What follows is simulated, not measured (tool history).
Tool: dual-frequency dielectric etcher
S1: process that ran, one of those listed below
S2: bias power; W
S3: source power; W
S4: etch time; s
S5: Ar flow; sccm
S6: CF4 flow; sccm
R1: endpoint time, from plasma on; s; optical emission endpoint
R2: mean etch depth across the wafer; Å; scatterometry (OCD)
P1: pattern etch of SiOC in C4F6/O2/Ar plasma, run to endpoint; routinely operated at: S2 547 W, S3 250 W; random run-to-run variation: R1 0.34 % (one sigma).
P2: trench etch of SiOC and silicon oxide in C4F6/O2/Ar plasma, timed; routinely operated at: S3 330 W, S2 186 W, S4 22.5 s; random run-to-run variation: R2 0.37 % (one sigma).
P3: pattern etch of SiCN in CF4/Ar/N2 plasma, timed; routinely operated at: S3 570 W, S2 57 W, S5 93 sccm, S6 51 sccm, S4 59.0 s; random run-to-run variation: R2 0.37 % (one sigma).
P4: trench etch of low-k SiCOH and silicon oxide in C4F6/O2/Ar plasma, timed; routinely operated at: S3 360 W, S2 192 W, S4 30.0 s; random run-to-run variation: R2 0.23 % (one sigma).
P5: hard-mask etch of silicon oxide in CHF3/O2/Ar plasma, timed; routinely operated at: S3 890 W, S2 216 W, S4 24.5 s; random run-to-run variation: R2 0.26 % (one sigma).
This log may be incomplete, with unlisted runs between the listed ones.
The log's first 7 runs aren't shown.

run   hour  S1   S2    S3    S4  S5  S6      R1      R2
  8   69.8  P2  186   200  22.5                  355.88
  9   77.1  P3   57   570  59.0  93  71          605.52
 10   84.5  P1  547   320                13.987
 11   92.8  P1  709   310                12.863
 12   98.6  P5  264   890  24.5                  629.11
 13  108.7  P2  229   330  22.5                  456.21
 14  116.2  P3   67   570  59.0  93  51          601.49
 15  125.6  P3   57   400  59.0  93  51          417.95
 16  134.0  P3   57   570  87.5  93  51          848.74
 17  139.3  P1  547   250                15.420
 18  146.8  P3   57   570  59.0  93  51          567.92
 19  153.3  P1  547   250                15.322
 20  158.5  P5  216  1080  24.5                  633.51
 21  164.7  P1  547   190                16.932
     169.2  -- wet clean of the chamber
 22  175.2  P1  547   250                15.357
 23  185.8  P4  192   430  30.0                  962.73
 24  193.3  P3   57   570  59.0  93  51          571.60
 25  203.0  P4  192   360  30.0                  895.29
 26  212.3  P1  384   190                19.353

What will run 27 give?
 27  220.4  P5  216  890  24.5               ?

Run 27 came out at R2 587.61 Å.
